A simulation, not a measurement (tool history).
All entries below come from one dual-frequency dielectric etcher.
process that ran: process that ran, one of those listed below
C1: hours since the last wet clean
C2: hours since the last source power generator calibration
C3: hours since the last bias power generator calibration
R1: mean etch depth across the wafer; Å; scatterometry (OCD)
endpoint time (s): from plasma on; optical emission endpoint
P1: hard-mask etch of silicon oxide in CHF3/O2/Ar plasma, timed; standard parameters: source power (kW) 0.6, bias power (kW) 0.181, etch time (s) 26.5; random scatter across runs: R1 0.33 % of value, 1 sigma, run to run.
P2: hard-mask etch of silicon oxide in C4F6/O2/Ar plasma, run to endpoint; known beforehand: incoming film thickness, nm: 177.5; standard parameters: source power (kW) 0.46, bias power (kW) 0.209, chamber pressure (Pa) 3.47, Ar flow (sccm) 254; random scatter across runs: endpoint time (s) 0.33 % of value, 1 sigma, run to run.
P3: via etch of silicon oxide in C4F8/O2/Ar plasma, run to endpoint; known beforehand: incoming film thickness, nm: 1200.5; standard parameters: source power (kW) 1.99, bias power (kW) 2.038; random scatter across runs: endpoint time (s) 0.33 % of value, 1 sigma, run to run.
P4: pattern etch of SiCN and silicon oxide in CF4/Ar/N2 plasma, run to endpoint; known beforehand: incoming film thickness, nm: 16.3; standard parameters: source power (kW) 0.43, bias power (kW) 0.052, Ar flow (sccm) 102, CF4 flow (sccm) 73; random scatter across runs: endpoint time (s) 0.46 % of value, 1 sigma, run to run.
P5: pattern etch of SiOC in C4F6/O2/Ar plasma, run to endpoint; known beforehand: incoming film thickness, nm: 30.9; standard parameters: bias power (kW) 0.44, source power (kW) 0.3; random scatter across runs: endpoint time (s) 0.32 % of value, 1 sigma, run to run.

Run 1, hour 14.3: process that ran P1, source power (kW) 0.6, bias power (kW) 0.181, etch time (s) 26.5; C1 196.9; C2 321; C3 1214.2. Result: R1 528.02 Å.
Run 2, hour 24.2: process that ran P4, source power (kW) 0.29, bias power (kW) 0.052, Ar flow (sccm) 102, CF4 flow (sccm) 73; C1 206.8; C2 330.9; C3 1224.1. Result: endpoint time (s) 32.328.
Run 3, hour 39.7: process that ran P4, source power (kW) 0.43, bias power (kW) 0.052, Ar flow (sccm) 102, CF4 flow (sccm) 73; C1 222.3; C2 346.4; C3 1239.6. Result: endpoint time (s) 22.769.
Run 4, hour 49: process that ran P1, source power (kW) 0.6, bias power (kW) 0.181, etch time (s) 26.5; C1 231.6; C2 355.7; C3 1248.9. Result: R1 531.04 Å.
Run 5, hour 64.1: process that ran P5, source power (kW) 0.3, bias power (kW) 0.607; C1 246.7; C2 370.8; C3 1264. Result: endpoint time (s) 10.733.
Run 6, hour 75.6: process that ran P3, source power (kW) 1.99, bias power (kW) 1.341; C1 258.2; C2 382.3; C3 1275.5. Result: endpoint time (s) 269.12.
Run 7, hour 92.1: process that ran P2, source power (kW) 0.46, bias power (kW) 0.209, Ar flow (sccm) 254, chamber pressure (Pa) 3.47; C1 274.7; C2 398.8; C3 1292. Result: endpoint time (s) 48.677.
Run 8, hour 104.5: process that ran P3, source power (kW) 1.99, bias power (kW) 2.038; C1 287.1; C2 411.2; C3 1304.4. Result: endpoint time (s) 240.22.
Run 9, hour 123.4: process that ran P5, source power (kW) 0.19, bias power (kW) 0.44; C1 306; C2 430.1; C3 1323.3. Result: endpoint time (s) 14.492.
Run 10, hour 142.3: process that ran P1, source power (kW) 0.38, bias power (kW) 0.181, etch time (s) 34; C1 324.9; C2 449; C3 1342.2. Result: R1 568.39 Å.
Run 11, hour 154.6: process that ran P2, source power (kW) 0.56, bias power (kW) 0.209, Ar flow (sccm) 254, chamber pressure (Pa) 3.47; C1 337.2; C2 461.3; C3 1354.5. Result: endpoint time (s) 45.247.
Run 12, hour 174: process that ran P1, source power (kW) 0.6, bias power (kW) 0.181, etch time (s) 26.5; C1 356.6; C2 480.7; C3 1373.9. Result: R1 529.34 Å.
Run 13, hour 186: process that ran P1, source power (kW) 0.6, bias power (kW) 0.181, etch time (s) 26.5; C1 368.6; C2 492.7; C3 1385.9. Result: R1 531.3 Å.
Run 14, hour 205.6: process that ran P1, source power (kW) 0.6, bias power (kW) 0.135, etch time (s) 26.5; C1 388.2; C2 512.3; C3 1405.5. Result: R1 478.85 Å.
Run 15, hour 224.3: process that ran P3, source power (kW) 2.74, bias power (kW) 2.038; C1 406.9; C2 531; C3 1424.2. Result: endpoint time (s) 210.13.
Run 16, hour 235.5: process that ran P2, source power (kW) 0.46, bias power (kW) 0.165, Ar flow (sccm) 254, chamber pressure (Pa) 3.47; C1 418.1; C2 542.2; C3 1435.4. Result: endpoint time (s) 52.554.
Run 17, hour 252.2: process that ran P1, source power (kW) 0.6, bias power (kW) 0.237, etch time (s) 21; C1 434.8; C2 558.9; C3 1452.1. Result: R1 458.01 Å.
Run 18, hour 264.5: process that ran P1, source power (kW) 0.77, bias power (kW) 0.124, etch time (s) 26.5; C1 447.1; C2 571.2; C3 1464.4. Result: R1 515.28 Å.
Run 19, hour 274.7: process that ran P1, source power (kW) 0.6, bias power (kW) 0.222, etch time (s) 26.5; C1 457.3; C2 581.4; C3 1474.6. Result: R1 565.34 Å.
Run 20, hour 287.6: process that ran P1, source power (kW) 0.4, bias power (kW) 0.181, etch time (s) 26.5; C1 470.2; C2 594.3; C3 1487.5. Result: R1 452.44 Å.
Run 21, hour 304.1: process that ran P4, source power (kW) 0.43, bias power (kW) 0.052, Ar flow (sccm) 102, CF4 flow (sccm) 43; C1 486.7; C2 610.8; C3 1504. Result: endpoint time (s) 25.069.
Run 22, hour 318.4: process that ran P4, source power (kW) 0.43, bias power (kW) 0.052, Ar flow (sccm) 141, CF4 flow (sccm) 73; C1 501; C2 625.1; C3 1518.3. Result: endpoint time (s) 24.202.
Run 23, hour 331.7: process that ran P1, source power (kW) 0.6, bias power (kW) 0.181, etch time (s) 26.5; C1 514.3; C2 638.4; C3 1531.6. Result: R1 528.74 Å.
Run 24, hour 349: process that ran P2, source power (kW) 0.46, bias power (kW) 0.209, Ar flow (sccm) 254, chamber pressure (Pa) 4.6; C1 531.6; C2 655.7; C3 1548.9. Result: endpoint time (s) 50.23.
Run 25, hour 366.4: process that ran P1, source power (kW) 0.6, bias power (kW) 0.181, etch time (s) 35.5; C1 549; C2 673.1; C3 1566.3. Result: R1 707.42 Å.
Run 26, hour 377.4: process that ran P1, source power (kW) 0.6, bias power (kW) 0.181, etch time (s) 26.5; C1 560; C2 684.1; C3 1577.3. Result: R1 526.56 Å.
Run 27, hour 391.1: process that ran P2, source power (kW) 0.46, bias power (kW) 0.209, Ar flow (sccm) 254, chamber pressure (Pa) 3.47; C1 573.7; C2 697.8; C3 1591. Result: endpoint time (s) 49.003.
Run 28, hour 409.6: process that ran P2, source power (kW) 0.46, bias power (kW) 0.209, Ar flow (sccm) 152, chamber pressure (Pa) 3.47; C1 592.2; C2 716.3; C3 1609.5. Result: endpoint time (s) 45.958.
Run 29, hour 423.6: process that ran P1, source power (kW) 0.6, bias power (kW) 0.181, etch time (s) 16.5; C1 606.2; C2 730.3; C3 1623.5. Result: R1 327.96 Å.
Run 30, hour 439.8: process that ran P5, source power (kW) 0.3, bias power (kW) 0.44; C1 622.4; C2 746.5; C3 1639.7. Result: endpoint time (s) 12.25.
Run 31, hour 456.1: process that ran P1, source power (kW) 0.75, bias power (kW) 0.181, etch time (s) 26.5; C1 638.7; C2 762.8; C3 1656. Result: R1 575.02 Å.
Run 32, hour 469.9: process that ran P4, source power (kW) 0.43, bias power (kW) 0.031, Ar flow (sccm) 102, CF4 flow (sccm) 73; C1 652.5; C2 776.6; C3 1669.8. Result: endpoint time (s) 26.552.
Run 33, hour 482.4: process that ran P1, source power (kW) 0.6, bias power (kW) 0.181, etch time (s) 26.5; C1 665; C2 789.1; C3 1682.3. Result: R1 528.54 Å.
Run 34, hour 495: process that ran P1, source power (kW) 0.6, bias power (kW) 0.181, etch time (s) 26.5; C1 677.6; C2 801.7; C3 1694.9. Result: R1 533.47 Å.
Run 35, hour 506.7: process that ran P1, source power (kW) 0.6, bias power (kW) 0.181, etch time (s) 26.5; C1 689.3; C2 813.4; C3 1706.6. Result: R1 536.32 Å.
Run 36, hour 521.1: process that ran P1, source power (kW) 0.6, bias power (kW) 0.181, etch time (s) 26.5; C1 703.7; C2 827.8; C3 1721. Result: R1 535.47 Å.
Run 37, hour 530.7: process that ran P1, source power (kW) 0.6, bias power (kW) 0.181, etch time (s) 26.5; C1 713.3; C2 837.4; C3 1730.6. Result: R1 536.86 Å.
At hour 539: wet clean of the chamber.
Run 38, hour 539.5: process that ran P1, source power (kW) 0.6, bias power (kW) 0.181, etch time (s) 26.5; C1 0.6; C2 846.2; C3 1739.4. Result: R1 536.74 Å.
Run 39, hour 558: process that ran P1, source power (kW) 0.6, bias power (kW) 0.181, etch time (s) 26.5; C1 19.1; C2 864.7; C3 1757.9. Result: R1 537.95 Å.

P1 no longer gives what it gave before; its output has crept away from where it was. The following 2 causes, each at its listed size, fit the log equally well:
A: source power that arrives over what is set, % = 4.36
B: bias power that arrives over what is set, % = 4.94
The process output started creeping at around hour 482.4.
Each remaining cause and why it is not a fit:
chamber walls in a state that raises the etch rate, %: serviced at hour 539, after the change had begun; the process did not return to its earlier output

The 4 check runs listed below each average the results of 2 wafers, and their outcomes are marked with question marks. Under which run would the listed causes produce clearly different results?
Run check 1, hour 576.5: process that ran P3, source power (kW) 2.66, bias power (kW) 1.427. Result: endpoint time (s) ?.
Run check 2, hour 576.5: process that ran P2, source power (kW) 0.46, bias power (kW) 0.165, Ar flow (sccm) 254, chamber pressure (Pa) 3.47. Result: endpoint time (s) ?.
Run check 3, hour 576.5: process that ran P5, source power (kW) 0.21, bias power (kW) 0.44. Result: endpoint time (s) ?.
Run check 4, hour 576.5: process that ran P4, source power (kW) 0.43, bias power (kW) 0.034, Ar flow (sccm) 102, CF4 flow (sccm) 59. Result: endpoint time (s) ?.

Outcome of each check run for each possible cause:
  check             result    if A    if B
check 1  endpoint time (s)  230.17  231.33
check 2  endpoint time (s)  51.612   51.71
check 3  endpoint time (s)  13.695   13.66
check 4  endpoint time (s)  25.957  26.597
Minimum pairwise separation of causes per check, each pair taken at its best-separating result: check 1 0.5 %; check 2 0.19 %; check 3 0.26 %; check 4 2.43 %
Only check 4 tells the causes apart: in the others they would give nearly the same result.

Check 4 was then run and gave: endpoint time (s) 26.617. Which cause is it?

The cause is B: bias power that arrives over what is set, %.
